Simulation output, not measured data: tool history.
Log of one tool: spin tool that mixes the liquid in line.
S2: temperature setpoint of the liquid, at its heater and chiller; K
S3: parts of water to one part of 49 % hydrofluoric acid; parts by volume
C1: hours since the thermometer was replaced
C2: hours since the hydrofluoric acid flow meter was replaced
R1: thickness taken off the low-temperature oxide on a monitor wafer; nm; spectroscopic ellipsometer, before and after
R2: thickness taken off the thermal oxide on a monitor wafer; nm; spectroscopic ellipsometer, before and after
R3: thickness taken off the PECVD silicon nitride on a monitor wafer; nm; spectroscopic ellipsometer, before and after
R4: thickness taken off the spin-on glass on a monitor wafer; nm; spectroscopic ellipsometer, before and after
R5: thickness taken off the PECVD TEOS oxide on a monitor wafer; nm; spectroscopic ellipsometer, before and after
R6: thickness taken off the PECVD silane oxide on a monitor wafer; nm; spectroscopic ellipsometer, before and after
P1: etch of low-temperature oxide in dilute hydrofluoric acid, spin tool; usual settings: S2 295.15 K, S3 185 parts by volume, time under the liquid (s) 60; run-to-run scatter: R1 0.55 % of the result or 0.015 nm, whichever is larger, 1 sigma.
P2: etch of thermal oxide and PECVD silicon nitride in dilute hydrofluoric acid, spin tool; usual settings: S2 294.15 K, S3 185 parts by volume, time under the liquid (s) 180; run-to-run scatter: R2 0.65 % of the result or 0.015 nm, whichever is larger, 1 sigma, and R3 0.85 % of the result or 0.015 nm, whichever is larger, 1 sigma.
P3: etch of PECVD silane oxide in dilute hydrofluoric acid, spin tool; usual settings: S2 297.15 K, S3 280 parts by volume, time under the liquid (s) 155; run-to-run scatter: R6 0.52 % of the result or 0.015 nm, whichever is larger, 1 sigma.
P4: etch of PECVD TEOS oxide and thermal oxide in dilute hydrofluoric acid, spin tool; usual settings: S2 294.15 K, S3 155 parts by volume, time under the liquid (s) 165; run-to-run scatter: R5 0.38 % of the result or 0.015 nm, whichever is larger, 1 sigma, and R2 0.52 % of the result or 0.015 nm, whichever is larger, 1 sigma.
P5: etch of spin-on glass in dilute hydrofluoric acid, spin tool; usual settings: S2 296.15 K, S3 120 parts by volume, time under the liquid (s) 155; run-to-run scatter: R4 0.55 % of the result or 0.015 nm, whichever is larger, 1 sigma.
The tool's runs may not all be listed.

run 1 hour=5.9 | process_that_ran=P1 S2=295.15 S3=185 time_under_the_liquid_(s)=60 | C1=76.1 C2=232.8 | R1=9.8301
run 2 hour=11.2 | process_that_ran=P2 S2=294.15 S3=185 time_under_the_liquid_(s)=180 | C1=81.4 C2=238.1 | R2=3.7200 R3=2.9325
run 3 hour=15.0 | process_that_ran=P1 S2=295.15 S3=185 time_under_the_liquid_(s)=60 | C1=85.2 C2=241.9 | R1=9.7047
run 4 hour=22.1 | process_that_ran=P1 S2=290.65 S3=185 time_under_the_liquid_(s)=60 | C1=92.3 C2=249.0 | R1=8.1695
run 5 hour=29.2 | process_that_ran=P5 S2=296.15 S3=55 time_under_the_liquid_(s)=155 | C1=99.4 C2=256.1 | R4=115.780
run 6 hour=32.8 | process_that_ran=P1 S2=295.15 S3=90 time_under_the_liquid_(s)=60 | C1=103.0 C2=259.7 | R1=22.1790
run 7 hour=36.3 | process_that_ran=P4 S2=290.15 S3=155 time_under_the_liquid_(s)=165 | C1=106.5 C2=263.2 | R2=3.6815 R5=21.654
run 8 hour=42.0 | process_that_ran=P1 S2=302.15 S3=280 time_under_the_liquid_(s)=60 | C1=112.2 C2=268.9 | R1=7.5109
run 9 hour=47.4 | process_that_ran=P2 S2=294.15 S3=185 time_under_the_liquid_(s)=180 | C1=117.6 C2=274.3 | R2=3.8326 R3=2.9706
run 10 hour=54.9 | process_that_ran=P1 S2=295.15 S3=185 time_under_the_liquid_(s)=100 | C1=125.1 C2=281.8 | R1=16.2130
run 11 hour=60.3 | process_that_ran=P5 S2=296.15 S3=120 time_under_the_liquid_(s)=155 | C1=130.5 C2=287.2 | R4=49.628
run 12 hour=64.4 | process_that_ran=P3 S2=297.15 S3=280 time_under_the_liquid_(s)=155 | C1=134.6 C2=291.3 | R6=10.7640
run 13 hour=70.0 | process_that_ran=P1 S2=295.15 S3=280 time_under_the_liquid_(s)=60 | C1=140.2 C2=296.9 | R1=5.9116
run 14 hour=75.8 | process_that_ran=P1 S2=295.15 S3=185 time_under_the_liquid_(s)=60 | C1=146.0 C2=302.7 | R1=9.7566
run 15 hour=80.3 | process_that_ran=P1 S2=295.15 S3=185 time_under_the_liquid_(s)=15 | C1=150.5 C2=307.2 | R1=2.4249
run 16 hour=84.7 | process_that_ran=P1 S2=302.15 S3=185 time_under_the_liquid_(s)=60 | C1=154.9 C2=311.6 | R1=12.6980
run 17 hour=92.3 | process_that_ran=P4 S2=294.15 S3=155 time_under_the_liquid_(s)=280 | C1=162.5 C2=319.2 | R2=7.3174 R5=43.095
run 18 hour=97.7 | process_that_ran=P3 S2=305.65 S3=280 time_under_the_liquid_(s)=155 | C1=167.9 C2=324.6 | R6=14.3270
run 19 hour=102.5 | process_that_ran=P2 S2=301.15 S3=185 time_under_the_liquid_(s)=180 | C1=172.7 C2=329.4 | R2=5.0006 R3=4.5548
run 20 hour=107.4 | process_that_ran=P1 S2=295.15 S3=185 time_under_the_liquid_(s)=60 | C1=177.6 C2=334.3 | R1=9.7044
run 21 hour=114.2 | process_that_ran=P3 S2=297.15 S3=280 time_under_the_liquid_(s)=295 | C1=184.4 C2=341.1 | R6=20.5740
run 22 hour=118.3 | process_that_ran=P1 S2=295.15 S3=185 time_under_the_liquid_(s)=60 | C1=188.5 C2=345.2 | R1=9.7613
run 23 hour=123.3 | process_that_ran=P3 S2=297.15 S3=505 time_under_the_liquid_(s)=155 | C1=193.5 C2=350.2 | R6=4.9127
run 24 hour=131.0 | process_that_ran=P5 S2=296.15 S3=120 time_under_the_liquid_(s)=45 | C1=201.2 C2=357.9 | R4=14.226
run 25 hour=137.6 | process_that_ran=P2 S2=294.15 S3=300 time_under_the_liquid_(s)=180 | C1=207.8 C2=364.5 | R2=2.1071 R3=1.8578
run 26 hour=142.4 | process_that_ran=P4 S2=294.15 S3=155 time_under_the_liquid_(s)=165 | C1=212.6 C2=369.3 | R2=4.3658 R5=25.277
run 27 hour=147.8 | process_that_ran=P4 S2=294.15 S3=30 time_under_the_liquid_(s)=165 | C1=218.0 C2=374.7 | R2=26.0890 R5=151.330
run 28 hour=151.3 | process_that_ran=P1 S2=295.15 S3=325 time_under_the_liquid_(s)=100 | C1=221.5 C2=378.2 | R1=8.0629
run 29 hour=158.2 | process_that_ran=P2 S2=294.15 S3=185 time_under_the_liquid_(s)=95 | C1=228.4 C2=385.1 | R2=1.9935 R3=1.5467
run 30 hour=164.5 | process_that_ran=P5 S2=290.15 S3=120 time_under_the_liquid_(s)=155 | C1=234.7 C2=391.4 | R4=38.506
run 31 hour=168.2 | process_that_ran=P1 S2=295.15 S3=185 time_under_the_liquid_(s)=60 | C1=238.4 C2=395.1 | R1=9.8090
run 32 hour=174.6 | process_that_ran=P1 S2=295.15 S3=185 time_under_the_liquid_(s)=60 | C1=244.8 C2=401.5 | R1=9.9993
run 33 hour=180.1 | process_that_ran=P1 S2=295.15 S3=185 time_under_the_liquid_(s)=60 | C1=250.3 C2=407.0 | R1=10.2360
run 34 hour=186.9 | process_that_ran=P1 S2=295.15 S3=185 time_under_the_liquid_(s)=60 | C1=257.1 C2=413.8 | R1=10.1880
run 35 hour=193.6 | process_that_ran=P1 S2=295.15 S3=185 time_under_the_liquid_(s)=60 | C1=263.8 C2=420.5 | R1=10.3230
run 36 hour=199.7 | process_that_ran=P1 S2=295.15 S3=185 time_under_the_liquid_(s)=60 | C1=269.9 C2=426.6 | R1=10.3060
run 37 hour=204.8 | process_that_ran=P1 S2=295.15 S3=185 time_under_the_liquid_(s)=60 | C1=275.0 C2=431.7 | R1=10.2260
run 38 hour=211.0 | process_that_ran=P1 S2=295.15 S3=185 time_under_the_liquid_(s)=60 | C1=281.2 C2=437.9 | R1=10.3450
run 39 hour=216.9 | process_that_ran=P1 S2=295.15 S3=185 time_under_the_liquid_(s)=60 | C1=287.1 C2=443.8 | R1=10.2930

What P1 gives has crept away from where it was. These 2 causes fit the log equally well, each at the size given:
A: liquid hotter than its thermometer reads (K) = 1.55
B: hydrofluoric acid flow above the setpoint (%) = 5.05
The creep began at about hour 168.2.

4 check runs are offered, each on 2 wafers whose results are averaged, their results left as question marks. Which one tells the causes apart?
run check 1 hour=222.8 | process_that_ran=P5 S2=296.15 S3=120 time_under_the_liquid_(s)=155 | R4=?
run check 2 hour=222.8 | process_that_ran=P3 S2=297.15 S3=280 time_under_the_liquid_(s)=155 | R6=?
run check 3 hour=222.8 | process_that_ran=P2 S2=294.15 S3=185 time_under_the_liquid_(s)=180 | R2=? R3=?
run check 4 hour=222.8 | process_that_ran=P4 S2=294.15 S3=155 time_under_the_liquid_(s)=165 | R2=? R5=?

What each check would give under each cause:
check=check_1 result=R4 if_A=52.400 if_B=52.158
check=check_2 result=R6 if_A=11.4810 if_B=11.5810
check=check_3 result=R2 if_A=4.0260 if_B=4.0225
check=check_3 result=R3 if_A=3.2552 if_B=3.0886
check=check_4 result=R2 if_A=4.6191 if_B=4.6043
check=check_4 result=R5 if_A=26.928 if_B=26.841
How far apart the two closest causes lie, in the result that separates them most: check 1 0.46 %; check 2 0.87 %; check 3 5.25 %; check 4 0.32 %
Only check 3 tells the causes apart: in the others they would give nearly the same result.

Then check 3 was run and gave: R2 4.0192 nm; R3 3.0923 nm. Which cause is it?

It is B: hydrofluoric acid flow above the setpoint (%).
